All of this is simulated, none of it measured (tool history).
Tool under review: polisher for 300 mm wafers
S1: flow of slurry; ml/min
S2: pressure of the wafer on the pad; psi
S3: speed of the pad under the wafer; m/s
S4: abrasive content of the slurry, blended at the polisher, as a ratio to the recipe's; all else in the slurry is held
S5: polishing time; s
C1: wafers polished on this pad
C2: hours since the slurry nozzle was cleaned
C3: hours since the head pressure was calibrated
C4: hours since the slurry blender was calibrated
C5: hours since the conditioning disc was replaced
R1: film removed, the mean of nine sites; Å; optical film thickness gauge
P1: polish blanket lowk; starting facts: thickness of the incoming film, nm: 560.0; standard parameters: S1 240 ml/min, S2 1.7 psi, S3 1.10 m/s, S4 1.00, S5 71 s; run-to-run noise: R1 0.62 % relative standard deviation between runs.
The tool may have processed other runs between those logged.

run 1 hour=8.3 | S1=240 S2=1.7 S3=1.10 S4=1.00 S5=71 | C1=195 C2=171.8 C3=137.8 C4=31.3 C5=59.5 | R1=303.96
run 2 hour=17.5 | S1=330 S2=1.7 S3=1.10 S4=0.75 S5=71 | C1=312 C2=181.0 C3=147.0 C4=40.5 C5=68.7 | R1=277.17
run 3 hour=23.6 | S1=240 S2=1.7 S3=1.10 S4=1.00 S5=71 | C1=390 C2=187.1 C3=153.1 C4=46.6 C5=74.8 | R1=305.03
run 4 hour=31.2 | S1=240 S2=1.7 S3=1.10 S4=1.00 S5=71 | C1=487 C2=194.7 C3=160.7 C4=54.2 C5=82.4 | R1=307.60
-- hour=31.5 slurry blender recalibrated
run 5 hour=39.4 | S1=340 S2=1.7 S3=1.10 S4=1.00 S5=52 | C1=591 C2=202.9 C3=168.9 C4=7.9 C5=90.6 | R1=232.94
run 6 hour=47.5 | S1=240 S2=1.7 S3=1.10 S4=1.00 S5=71 | C1=695 C2=211.0 C3=177.0 C4=16.0 C5=98.7 | R1=305.96
run 7 hour=52.4 | S1=240 S2=1.7 S3=1.10 S4=1.00 S5=71 | C1=757 C2=215.9 C3=181.9 C4=20.9 C5=103.6 | R1=308.30
-- hour=58.3 conditioning disc replaced and pad reconditioned
-- hour=61.6 head pressure recalibrated
run 8 hour=61.6 | S1=240 S2=1.7 S3=1.10 S4=1.00 S5=71 | C1=874 C2=225.1 C3=0.1 C4=30.1 C5=3.3 | R1=309.46
run 9 hour=71.2 | S1=240 S2=1.1 S3=1.10 S4=1.00 S5=71 | C1=997 C2=234.7 C3=9.7 C4=39.7 C5=12.9 | R1=198.58
run 10 hour=76.3 | S1=240 S2=1.7 S3=1.10 S4=1.00 S5=71 | C1=1062 C2=239.8 C3=14.8 C4=44.8 C5=18.0 | R1=307.01
run 11 hour=81.2 | S1=240 S2=1.7 S3=1.56 S4=1.00 S5=71 | C1=1124 C2=244.7 C3=19.7 C4=49.7 C5=22.9 | R1=407.72
run 12 hour=89.4 | S1=240 S2=2.7 S3=1.10 S4=1.00 S5=71 | C1=1228 C2=252.9 C3=27.9 C4=57.9 C5=31.1 | R1=485.38
run 13 hour=98.1 | S1=240 S2=1.7 S3=1.10 S4=1.00 S5=42 | C1=1339 C2=261.6 C3=36.6 C4=66.6 C5=39.8 | R1=181.70
run 14 hour=107.7 | S1=240 S2=1.7 S3=0.64 S4=1.00 S5=71 | C1=1462 C2=271.2 C3=46.2 C4=76.2 C5=49.4 | R1=198.27
run 15 hour=117.6 | S1=240 S2=1.7 S3=1.10 S4=1.00 S5=104 | C1=1588 C2=281.1 C3=56.1 C4=86.1 C5=59.3 | R1=449.08
run 16 hour=123.1 | S1=160 S2=1.7 S3=1.10 S4=1.00 S5=71 | C1=1658 C2=286.6 C3=61.6 C4=91.6 C5=64.8 | R1=290.76
run 17 hour=131.5 | S1=240 S2=1.7 S3=1.10 S4=1.25 S5=71 | C1=1765 C2=295.0 C3=70.0 C4=100.0 C5=73.2 | R1=336.22
run 18 hour=139.6 | S1=370 S2=1.7 S3=1.10 S4=1.00 S5=71 | C1=1868 C2=303.1 C3=78.1 C4=108.1 C5=81.3 | R1=314.61
run 19 hour=147.5 | S1=240 S2=1.7 S3=1.10 S4=0.50 S5=71 | C1=1969 C2=311.0 C3=86.0 C4=116.0 C5=89.2 | R1=211.31
run 20 hour=154.5 | S1=240 S2=1.7 S3=1.10 S4=1.00 S5=71 | C1=2058 C2=318.0 C3=93.0 C4=123.0 C5=96.2 | R1=308.94
run 21 hour=162.4 | S1=240 S2=1.7 S3=1.10 S4=1.00 S5=71 | C1=2158 C2=325.9 C3=100.9 C4=130.9 C5=104.1 | R1=290.57
run 22 hour=167.6 | S1=240 S2=1.7 S3=1.10 S4=1.00 S5=71 | C1=2225 C2=331.1 C3=106.1 C4=136.1 C5=109.3 | R1=287.87
-- hour=175.2 worn pad replaced by a new one
run 23 hour=175.6 | S1=240 S2=1.7 S3=1.10 S4=1.00 S5=71 | C1=5 C2=339.1 C3=114.1 C4=144.1 C5=117.3 | R1=285.64
-- hour=177.2 conditioning disc replaced and pad reconditioned
run 24 hour=182.4 | S1=240 S2=1.7 S3=1.10 S4=1.00 S5=71 | C1=92 C2=345.9 C3=120.9 C4=150.9 C5=5.3 | R1=281.21
-- hour=185.1 slurry nozzle cleaned
run 25 hour=190.1 | S1=240 S2=1.7 S3=1.10 S4=1.00 S5=71 | C1=190 C2=5.1 C3=128.6 C4=158.6 C5=13.0 | R1=280.66
run 26 hour=195.3 | S1=240 S2=1.7 S3=1.10 S4=1.00 S5=71 | C1=256 C2=10.3 C3=133.8 C4=163.8 C5=18.2 | R1=282.28

The output of P1 has drifted from where it used to be. Each of the 2 causes below, taken at the size shown beside it, accounts for the log equally well:
A: abrasive missing from the slurry, % = 17.3
B: head's pressure below its setpoint, % = 8.67
The onset of the drift is placed at about hour 154.5.
All other causes, with the reason each is excluded:
removal rate lost through wear of the pad, %: serviced at hour 175.2, which brought nothing back
slurry flow missing at the pad, %: serviced at hour 185.1, which brought nothing back
time polished since the conditioner stopped cutting, s: serviced at hour 177.2, which brought nothing back

Each of the check runs listed below is run on 5 wafers and reports their average, with the results left as question marks. Pick the one under which the possible causes would lead to clearly different results.
run check 1 hour=200.5 | S1=240 S2=1.7 S3=1.46 S4=1.00 S5=42 | R1=?
run check 2 hour=200.5 | S1=240 S2=2.5 S3=1.10 S4=0.65 S5=71 | R1=?
run check 3 hour=200.5 | S1=355 S2=1.7 S3=1.10 S4=1.00 S5=95 | R1=?
run check 4 hour=200.5 | S1=240 S2=1.7 S3=0.88 S4=1.00 S5=55 | R1=?

Check results expected under each cause:
check=check_1 result=R1 if_A=207.43 if_B=207.46
check=check_2 result=R1 if_A=323.68 if_B=330.36
check=check_3 result=R1 if_A=387.92 if_B=387.98
check=check_4 result=R1 if_A=181.17 if_B=181.20
Separation of the two closest causes in each check, using whichever result separates them best: check 1 0.01 %; check 2 2.04 %; check 3 0.01 %; check 4 0.01 %
Check 2 tells the causes apart: in the others they would give nearly the same result.

Check 2 has now been run. It gave: R1 323.44 Å. Which of the candidate causes is it?

It was cause A: abrasive missing from the slurry, %.
